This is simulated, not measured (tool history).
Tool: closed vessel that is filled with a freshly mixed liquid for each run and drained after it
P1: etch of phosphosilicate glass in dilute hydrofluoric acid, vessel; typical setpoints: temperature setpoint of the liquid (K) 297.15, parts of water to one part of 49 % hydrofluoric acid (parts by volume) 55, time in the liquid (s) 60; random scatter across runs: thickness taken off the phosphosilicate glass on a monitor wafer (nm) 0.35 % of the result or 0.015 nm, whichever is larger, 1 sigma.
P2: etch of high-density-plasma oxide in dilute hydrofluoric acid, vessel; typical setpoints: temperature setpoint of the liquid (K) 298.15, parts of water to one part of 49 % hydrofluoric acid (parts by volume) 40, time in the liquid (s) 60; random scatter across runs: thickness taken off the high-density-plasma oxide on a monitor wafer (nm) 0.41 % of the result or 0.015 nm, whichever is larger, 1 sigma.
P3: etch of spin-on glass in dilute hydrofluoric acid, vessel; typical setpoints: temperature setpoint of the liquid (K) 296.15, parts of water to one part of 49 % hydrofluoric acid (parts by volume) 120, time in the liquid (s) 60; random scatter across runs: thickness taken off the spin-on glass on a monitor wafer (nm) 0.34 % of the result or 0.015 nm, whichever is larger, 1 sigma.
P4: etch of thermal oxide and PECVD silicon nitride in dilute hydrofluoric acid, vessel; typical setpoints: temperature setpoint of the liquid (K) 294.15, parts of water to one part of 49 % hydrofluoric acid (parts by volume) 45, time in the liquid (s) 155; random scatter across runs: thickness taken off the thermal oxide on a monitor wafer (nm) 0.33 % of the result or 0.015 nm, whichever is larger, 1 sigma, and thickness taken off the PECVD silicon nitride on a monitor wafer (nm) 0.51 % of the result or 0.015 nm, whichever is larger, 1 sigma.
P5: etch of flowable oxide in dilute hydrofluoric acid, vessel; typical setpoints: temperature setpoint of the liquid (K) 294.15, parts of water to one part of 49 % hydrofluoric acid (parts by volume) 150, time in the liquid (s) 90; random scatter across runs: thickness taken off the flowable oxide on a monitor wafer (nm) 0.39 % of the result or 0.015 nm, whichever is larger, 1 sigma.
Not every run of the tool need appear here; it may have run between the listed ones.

| run | hour | process that ran | temperature setpoint of the liquid (K) | parts of water to one part of 49 % hydrofluoric acid (parts by volume) | time in the liquid (s) | hours since the thermometer was replaced | hours since the hydrofluoric acid flow meter was replaced | thickness taken off the phosphosilicate glass on a monitor wafer (nm) | thickness taken off the high-density-plasma oxide on a monitor wafer (nm) | thickness taken off the flowable oxide on a monitor wafer (nm) | thickness taken off the thermal oxide on a monitor wafer (nm) | thickness taken off the PECVD silicon nitride on a monitor wafer (nm) | thickness taken off the spin-on glass on a monitor wafer (nm) |
|---|---|---|---|---|---|---|---|---|---|---|---|---|---|
| 1 | 16.5 | P1 | 297.15 | 55 | 60 | 560.6 | 257.4 | 70.780 |  |  |  |  |  |
| 2 | 27.3 | P1 | 297.15 | 55 | 60 | 571.4 | 268.2 | 70.938 |  |  |  |  |  |
| 3 | 36.8 | P1 | 297.15 | 55 | 60 | 580.9 | 277.7 | 70.519 |  |  |  |  |  |
| 4 | 46.3 | P1 | 301.65 | 55 | 60 | 590.4 | 287.2 | 84.753 |  |  |  |  |  |
| 5 | 58.7 | P1 | 297.15 | 20 | 60 | 602.8 | 299.6 | 203.670 |  |  |  |  |  |
| 6 | 69.7 | P1 | 297.15 | 55 | 100 | 613.8 | 310.6 | 118.260 |  |  |  |  |  |
| 7 | 86.0 | P2 | 298.15 | 40 | 60 | 630.1 | 326.9 |  | 14.7970 |  |  |  |  |
| 8 | 95.5 | P1 | 297.15 | 55 | 60 | 639.6 | 336.4 | 70.933 |  |  |  |  |  |
| 9 | 106.6 | P5 | 294.15 | 250 | 90 | 650.7 | 347.5 |  |  | 14.5490 |  |  |  |
| 10 | 123.7 | P4 | 294.15 | 45 | 155 | 667.8 | 364.6 |  |  |  | 15.1400 | 5.8855 |  |
| 11 | 138.9 | P4 | 294.15 | 45 | 305 | 683.0 | 379.8 |  |  |  | 29.7810 | 11.5050 |  |
| 12 | 154.7 | P2 | 298.15 | 20 | 60 | 698.8 | 395.6 |  | 30.3290 |  |  |  |  |
| 13 | 164.6 | P1 | 297.15 | 55 | 60 | 708.7 | 405.5 | 70.556 |  |  |  |  |  |
| 14 | 172.3 | P3 | 296.15 | 120 | 60 | 716.4 | 413.2 |  |  |  |  |  | 10.6980 |
| 15 | 184.9 | P4 | 294.15 | 45 | 155 | 729.0 | 425.8 |  |  |  | 15.0310 | 5.8255 |  |
| 16 | 194.5 | P2 | 293.15 | 40 | 60 | 738.6 | 435.4 |  | 12.0770 |  |  |  |  |
| 17 | 206.0 | P4 | 294.15 | 75 | 155 | 750.1 | 446.9 |  |  |  | 8.7581 | 3.5661 |  |
| 18 | 215.5 | P2 | 298.15 | 40 | 30 | 759.6 | 456.4 |  | 7.4374 |  |  |  |  |
| 19 | 224.7 | P3 | 290.15 | 120 | 60 | 768.8 | 465.6 |  |  |  |  |  | 8.3741 |
| 20 | 241.1 | P1 | 297.15 | 55 | 60 | 785.2 | 482.0 | 70.552 |  |  |  |  |  |
| 21 | 255.4 | P1 | 293.15 | 55 | 60 | 799.5 | 496.3 | 59.965 |  |  |  |  |  |
| 22 | 270.2 | P1 | 304.15 | 90 | 60 | 814.3 | 511.1 | 54.312 |  |  |  |  |  |
| 23 | 283.5 | P1 | 290.15 | 55 | 30 | 827.6 | 524.4 | 26.256 |  |  |  |  |  |
| 24 | 291.5 | P5 | 301.15 | 150 | 90 | 835.6 | 532.4 |  |  | 35.0260 |  |  |  |
| 25 | 308.3 | P2 | 298.15 | 40 | 60 | 852.4 | 549.2 |  | 14.8270 |  |  |  |  |
| 26 | 325.2 | P3 | 296.15 | 175 | 60 | 869.3 | 566.1 |  |  |  |  |  | 6.9090 |
| 27 | 340.6 | P1 | 297.15 | 55 | 60 | 884.7 | 581.5 | 70.395 |  |  |  |  |  |
| 28 | 353.1 | P5 | 294.15 | 150 | 30 | 897.2 | 594.0 |  |  | 8.9243 |  |  |  |
| 29 | 365.6 | P1 | 297.15 | 80 | 60 | 909.7 | 606.5 | 46.769 |  |  |  |  |  |
| 30 | 380.7 | P4 | 290.15 | 45 | 155 | 924.8 | 621.6 |  |  |  | 12.7510 | 4.4677 |  |
| 31 | 391.9 | P1 | 297.15 | 55 | 30 | 936.0 | 632.8 | 35.447 |  |  |  |  |  |
| 32 | 406.4 | P5 | 294.15 | 150 | 90 | 950.5 | 647.3 |  |  | 26.8940 |  |  |  |
| 33 | 416.9 | P3 | 296.15 | 120 | 30 | 961.0 | 657.8 |  |  |  |  |  | 5.3641 |
| 34 | 433.9 | P1 | 297.15 | 55 | 60 | 978.0 | 674.8 | 70.573 |  |  |  |  |  |
| 35 | 446.7 | P1 | 297.15 | 55 | 60 | 990.8 | 687.6 | 68.040 |  |  |  |  |  |
| 36 | 454.9 | P1 | 297.15 | 55 | 60 | 999.0 | 695.8 | 66.969 |  |  |  |  |  |
| 37 | 462.6 | P1 | 297.15 | 55 | 60 | 1006.7 | 703.5 | 66.270 |  |  |  |  |  |
| 38 | 470.9 | P1 | 297.15 | 55 | 60 | 1015.0 | 711.8 | 66.309 |  |  |  |  |  |
| 39 | 480.3 | P1 | 297.15 | 55 | 60 | 1024.4 | 721.2 | 65.551 |  |  |  |  |  |
| 40 | 493.6 | P1 | 297.15 | 55 | 60 | 1037.7 | 734.5 | 65.621 |  |  |  |  |  |
| 41 | 504.3 | P1 | 297.15 | 55 | 60 | 1048.4 | 745.2 | 65.649 |  |  |  |  |  |

P1 has crept away from where it was. The log is fitted equally well by each of these 2 causes, at the sizes shown:
A: hydrofluoric acid flow below the setpoint (%) = 6.96
B: liquid colder than its thermometer reads (K) = 1.88
The drift started at roughly hour 433.9.

4 check runs are offered, one wafer each, their results left as question marks. Which one tells the causes apart?
| check 1 | 515.0 | P2 | 298.15 | 40 | 60 |  |  |  | ? |  |  |  |  |
| check 2 | 515.0 | P4 | 294.15 | 45 | 155 |  |  |  |  |  | ? | ? |  |
| check 3 | 515.0 | P5 | 294.15 | 150 | 90 |  |  |  |  | ? |  |  |  |
| check 4 | 515.0 | P3 | 296.15 | 120 | 60 |  |  |  |  |  |  |  | ? |

How each check would come out, cause by cause:
| check | result | if A | if B |
|---|---|---|---|
| check 1 | thickness taken off the high-density-plasma oxide on a monitor wafer (nm) | 13.7790 | 13.7550 |
| check 2 | thickness taken off the thermal oxide on a monitor wafer (nm) | 14.0650 | 14.0130 |
| check 2 | thickness taken off the PECVD silicon nitride on a monitor wafer (nm) | 5.4745 | 5.1527 |
| check 3 | thickness taken off the flowable oxide on a monitor wafer (nm) | 24.6550 | 24.8830 |
| check 4 | thickness taken off the spin-on glass on a monitor wafer (nm) | 9.8544 | 9.9314 |
How far apart the two closest causes lie, in the result that separates them most: check 1 0.18 %; check 2 6.06 %; check 3 0.92 %; check 4 0.78 %
The other checks would show nearly matching results whichever cause is true, so check 2 is the only one that separates the causes.

With check 2 done, the readings were: thickness taken off the thermal oxide on a monitor wafer (nm) 14.0690; thickness taken off the PECVD silicon nitride on a monitor wafer (nm) 5.1346. Identify which of the listed causes applies.

The cause is B: liquid colder than its thermometer reads (K).
